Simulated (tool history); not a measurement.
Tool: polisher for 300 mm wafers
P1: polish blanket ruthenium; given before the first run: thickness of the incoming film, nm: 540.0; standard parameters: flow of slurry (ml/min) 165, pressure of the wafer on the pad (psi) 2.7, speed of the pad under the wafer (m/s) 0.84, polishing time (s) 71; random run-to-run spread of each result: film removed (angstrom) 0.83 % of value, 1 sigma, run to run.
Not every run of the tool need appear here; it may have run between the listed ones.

run   hour  flow of slurry (ml/min)  pressure of the wafer on the pad (psi)  speed of the pad under the wafer (m/s)  polishing time (s)  wafers polished on this pad  hours since the slurry nozzle was cleaned  hours since the head pressure was calibrated  film removed (angstrom)
  1    9.0                      165                                     2.7                                    0.84                  71                          432                                      104.7                                         357.0                   773.99
  2   18.5                      165                                     2.7                                    0.84                  71                          539                                      114.2                                         366.5                   773.26
  3   25.8                      165                                     2.0                                    0.84                  71                          621                                      121.5                                         373.8                   560.57
      26.9  -- slurry nozzle cleaned
  4   36.1                      165                                     1.7                                    0.84                 103                          736                                        9.3                                         384.1                   705.02
  5   46.2                      165                                     2.7                                    0.84                  71                          850                                       19.4                                         394.2                   765.88
  6   57.8                      165                                     2.7                                    1.34                  71                          980                                       31.0                                         405.8                  1228.10
  7   64.6                      165                                     2.7                                    0.84                  71                         1056                                       37.8                                         412.6                   775.53
  8   72.4                      165                                     2.7                                    0.84                  52                         1144                                       45.6                                         420.4                   561.86
  9   82.7                      165                                     2.7                                    0.58                  71                         1259                                       55.9                                         430.7                   533.16
 10   92.8                      165                                     2.7                                    0.84                 110                         1373                                       66.0                                         440.8                  1189.60
 11  104.2                      165                                     3.4                                    0.84                  71                         1501                                       77.4                                         452.2                   974.67
 12  110.8                      165                                     2.7                                    0.62                  32                         1575                                       84.0                                         458.8                   258.51
 13  116.4                      260                                     2.7                                    0.84                  71                         1638                                       89.6                                         464.4                   816.94
 14  128.9                      165                                     4.1                                    1.28                  71                         1778                                      102.1                                         476.9                  1791.60
 15  134.8                      100                                     2.7                                    0.84                  71                         1844                                      108.0                                         482.8                   697.57
 16  147.3                      165                                     2.7                                    0.84                  71                         1984                                      120.5                                         495.3                   757.25
 17  156.9                      165                                     2.7                                    0.84                  71                         2092                                      130.1                                         504.9                   751.90
 18  167.3                      165                                     2.7                                    0.84                  71                         2209                                      140.5                                         515.3                   747.92
 19  175.5                      165                                     2.7                                    0.84                  71                         2301                                      148.7                                         523.5                   714.57
 20  183.1                      165                                     2.7                                    0.84                  71                         2386                                      156.3                                         531.1                   715.47
 21  191.5                      165                                     2.7                                    0.84                  71                         2480                                      164.7                                         539.5                   711.27
     195.8  -- worn pad replaced by a new one
 22  198.3                      165                                     2.7                                    0.84                  71                           28                                      171.5                                         546.3                   717.19
 23  209.5                      165                                     2.7                                    0.84                  71                          154                                      182.7                                         557.5                   708.54
 24  219.4                      165                                     2.7                                    0.84                  71                          265                                      192.6                                         567.4                   703.64
 25  230.7                      165                                     2.7                                    0.84                  71                          392                                      203.9                                         578.7                   708.70
 26  237.6                      165                                     2.7                                    0.84                  71                          469                                      210.8                                         585.6                   699.62
 27  243.6                      165                                     2.7                                    0.84                  71                          537                                      216.8                                         591.6                   701.00

What P1 gives has crept away from where it was. These 2 causes fit the log equally well, each at the size given:
A: head's pressure below its setpoint, % = 8.97
B: slurry flow missing at the pad, % = 37.9
At approximately hour 147.3, the process output began to creep.
The rest of the possible causes, and what rules out each one:
removal rate lost through wear of the pad, %: maintenance at hour 195.8, after the shift began, did not return the process to its former output

Consider the 4 check runs below, whose results appear as question marks and each of which averages 5 wafers. Which one distinguishes the causes, in that each cause would give it a clearly different result?
check 1  249.6                      165                                     2.7                                    0.84                 102                                                                                                                                              ?
check 2  249.6                      255                                     2.7                                    0.84                  71                                                                                                                                              ?
check 3  249.6                      165                                     2.7                                    1.16                  71                                                                                                                                              ?
check 4  249.6                      165                                     2.7                                    1.24                  71                                                                                                                                              ?

If the cause were each of the candidates in turn, the checks would give the following:
  check                   result     if A     if B
check 1  film removed (angstrom)  1008.70  1008.70
check 2  film removed (angstrom)   742.81   766.28
check 3  film removed (angstrom)   969.66   969.60
check 4  film removed (angstrom)  1036.50  1036.50
Separation of the two closest causes in each check, using whichever result separates them best: check 1 0.01 %; check 2 3.11 %; check 3 0.01 %; check 4 0.01 %
The other checks would show nearly matching results whichever cause is true, so check 2 is the only one that separates the causes.

Check 2 was then run and gave: film removed (angstrom) 740.29. Which cause is it?

Of the candidate causes, it is A: head's pressure below its setpoint, %.

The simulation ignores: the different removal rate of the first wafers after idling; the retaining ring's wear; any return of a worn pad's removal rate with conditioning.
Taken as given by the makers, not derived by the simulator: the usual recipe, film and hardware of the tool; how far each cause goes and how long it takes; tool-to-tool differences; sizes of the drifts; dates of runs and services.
